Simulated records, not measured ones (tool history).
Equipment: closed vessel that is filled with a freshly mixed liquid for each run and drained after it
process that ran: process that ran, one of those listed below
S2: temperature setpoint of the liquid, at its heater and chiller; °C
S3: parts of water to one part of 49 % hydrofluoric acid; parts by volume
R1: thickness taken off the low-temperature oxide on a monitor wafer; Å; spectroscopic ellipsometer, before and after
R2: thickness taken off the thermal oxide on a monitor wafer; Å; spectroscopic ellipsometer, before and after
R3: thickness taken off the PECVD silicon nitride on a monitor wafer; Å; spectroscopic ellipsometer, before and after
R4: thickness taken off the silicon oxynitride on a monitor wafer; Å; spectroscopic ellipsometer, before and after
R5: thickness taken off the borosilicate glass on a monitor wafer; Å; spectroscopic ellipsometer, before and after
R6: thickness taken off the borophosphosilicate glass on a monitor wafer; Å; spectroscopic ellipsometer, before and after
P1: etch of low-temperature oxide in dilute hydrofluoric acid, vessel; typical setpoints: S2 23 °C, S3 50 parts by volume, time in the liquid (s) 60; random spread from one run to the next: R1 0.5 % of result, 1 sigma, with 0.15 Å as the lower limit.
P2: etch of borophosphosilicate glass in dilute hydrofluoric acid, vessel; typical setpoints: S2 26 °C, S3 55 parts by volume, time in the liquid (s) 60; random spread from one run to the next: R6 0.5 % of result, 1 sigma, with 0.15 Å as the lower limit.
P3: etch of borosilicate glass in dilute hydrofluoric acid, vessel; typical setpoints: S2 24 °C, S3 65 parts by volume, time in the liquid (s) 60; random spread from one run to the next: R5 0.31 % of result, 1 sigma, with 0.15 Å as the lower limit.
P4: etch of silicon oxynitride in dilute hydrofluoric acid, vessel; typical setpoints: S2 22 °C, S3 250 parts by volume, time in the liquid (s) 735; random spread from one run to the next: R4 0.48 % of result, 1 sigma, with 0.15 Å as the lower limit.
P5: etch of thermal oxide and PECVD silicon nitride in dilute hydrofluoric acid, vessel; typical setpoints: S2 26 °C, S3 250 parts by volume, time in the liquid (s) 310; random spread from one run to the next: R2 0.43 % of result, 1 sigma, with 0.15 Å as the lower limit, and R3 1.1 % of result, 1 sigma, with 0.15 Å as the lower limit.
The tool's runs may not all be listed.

{"run": 1, "day": 0.538, "process that ran": "P1", "S2": 23, "S3": 50, "time in the liquid (s)": 60, "R1": 128.23}
{"run": 2, "day": 0.996, "process that ran": "P5", "S2": 30.5, "S3": 250, "time in the liquid (s)": 310, "R2": 68.284, "R3": 31.02}
{"run": 3, "day": 1.471, "process that ran": "P4", "S2": 22, "S3": 365, "time in the liquid (s)": 735, "R4": 35.685}
{"run": 4, "day": 2.008, "process that ran": "P3", "S2": 24, "S3": 65, "time in the liquid (s)": 60, "R5": 391.06}
{"run": 5, "day": 2.417, "process that ran": "P1", "S2": 23, "S3": 80, "time in the liquid (s)": 60, "R1": 77.746}
{"run": 6, "day": 2.933, "process that ran": "P1", "S2": 23, "S3": 50, "time in the liquid (s)": 60, "R1": 127.88}
{"run": 7, "day": 3.229, "process that ran": "P2", "S2": 22, "S3": 55, "time in the liquid (s)": 60, "R6": 537.52}
{"run": 8, "day": 3.762, "process that ran": "P1", "S2": 23, "S3": 50, "time in the liquid (s)": 60, "R1": 129.06}
{"run": 9, "day": 4.129, "process that ran": "P1", "S2": 23, "S3": 50, "time in the liquid (s)": 95, "R1": 202.8}
{"run": 10, "day": 4.654, "process that ran": "P2", "S2": 26, "S3": 30, "time in the liquid (s)": 60, "R6": 1198.9}
{"run": 11, "day": 5.012, "process that ran": "P1", "S2": 23, "S3": 50, "time in the liquid (s)": 60, "R1": 129}
{"run": 12, "day": 5.558, "process that ran": "P5", "S2": 26, "S3": 385, "time in the liquid (s)": 310, "R2": 33.123, "R3": 15.102}
{"run": 13, "day": 6.004, "process that ran": "P1", "S2": 23, "S3": 20, "time in the liquid (s)": 60, "R1": 333.04}
{"run": 14, "day": 6.596, "process that ran": "P2", "S2": 26, "S3": 55, "time in the liquid (s)": 30, "R6": 314.89}
{"run": 15, "day": 6.988, "process that ran": "P4", "S2": 22, "S3": 250, "time in the liquid (s)": 1365, "R4": 105.59}
{"run": 16, "day": 7.575, "process that ran": "P4", "S2": 26, "S3": 250, "time in the liquid (s)": 735, "R4": 67.484}
{"run": 17, "day": 8.054, "process that ran": "P3", "S2": 24, "S3": 25, "time in the liquid (s)": 60, "R5": 1073.1}
{"run": 18, "day": 8.35, "process that ran": "P4", "S2": 22, "S3": 250, "time in the liquid (s)": 735, "R4": 56.818}
{"run": 19, "day": 8.817, "process that ran": "P1", "S2": 17, "S3": 20, "time in the liquid (s)": 60, "R1": 259.3}
{"run": 20, "day": 9.329, "process that ran": "P2", "S2": 26, "S3": 55, "time in the liquid (s)": 60, "R6": 633.03}
{"run": 21, "day": 9.938, "process that ran": "P1", "S2": 23, "S3": 50, "time in the liquid (s)": 60, "R1": 127.65}
{"run": 22, "day": 10.45, "process that ran": "P4", "S2": 22, "S3": 250, "time in the liquid (s)": 735, "R4": 57.323}
{"run": 23, "day": 10.8, "process that ran": "P3", "S2": 24, "S3": 65, "time in the liquid (s)": 115, "R5": 748.5}
{"run": 24, "day": 11.196, "process that ran": "P1", "S2": 23, "S3": 50, "time in the liquid (s)": 60, "R1": 128.46}
{"run": 25, "day": 11.779, "process that ran": "P5", "S2": 26, "S3": 250, "time in the liquid (s)": 310, "R2": 58.256, "R3": 23.5}
{"run": 26, "day": 12.05, "process that ran": "P3", "S2": 31, "S3": 65, "time in the liquid (s)": 60, "R5": 515.19}
{"run": 27, "day": 12.425, "process that ran": "P1", "S2": 17.5, "S3": 50, "time in the liquid (s)": 60, "R1": 101.87}
{"run": 28, "day": 12.729, "process that ran": "P1", "S2": 23, "S3": 50, "time in the liquid (s)": 60, "R1": 128.78}
{"run": 29, "day": 13.071, "process that ran": "P1", "S2": 23, "S3": 50, "time in the liquid (s)": 35, "R1": 74.686}
{"run": 30, "day": 13.658, "process that ran": "P2", "S2": 26, "S3": 55, "time in the liquid (s)": 60, "R6": 628.69}
{"run": 31, "day": 14.196, "process that ran": "P5", "S2": 26, "S3": 250, "time in the liquid (s)": 30, "R2": 5.5837, "R3": 2.4269}
{"run": 32, "day": 14.733, "process that ran": "P1", "S2": 29, "S3": 50, "time in the liquid (s)": 60, "R1": 163.85}
{"run": 33, "day": 15.238, "process that ran": "P3", "S2": 24, "S3": 65, "time in the liquid (s)": 60, "R5": 389.15}
{"run": 34, "day": 15.725, "process that ran": "P1", "S2": 23, "S3": 50, "time in the liquid (s)": 60, "R1": 129.14}
{"run": 35, "day": 16.296, "process that ran": "P1", "S2": 23, "S3": 50, "time in the liquid (s)": 60, "R1": 124.88}
{"run": 36, "day": 16.646, "process that ran": "P1", "S2": 23, "S3": 50, "time in the liquid (s)": 60, "R1": 122.27}
{"run": 37, "day": 17.171, "process that ran": "P1", "S2": 23, "S3": 50, "time in the liquid (s)": 60, "R1": 121.42}
{"run": 38, "day": 17.771, "process that ran": "P1", "S2": 23, "S3": 50, "time in the liquid (s)": 60, "R1": 119.92}

Run 39 has not been measured yet. What should we expect?
{"run": 39, "day": 18.25, "process that ran": "P1", "S2": 23, "S3": 50, "time in the liquid (s)": 60, "R1": "?"}

R1: 120.81 Å
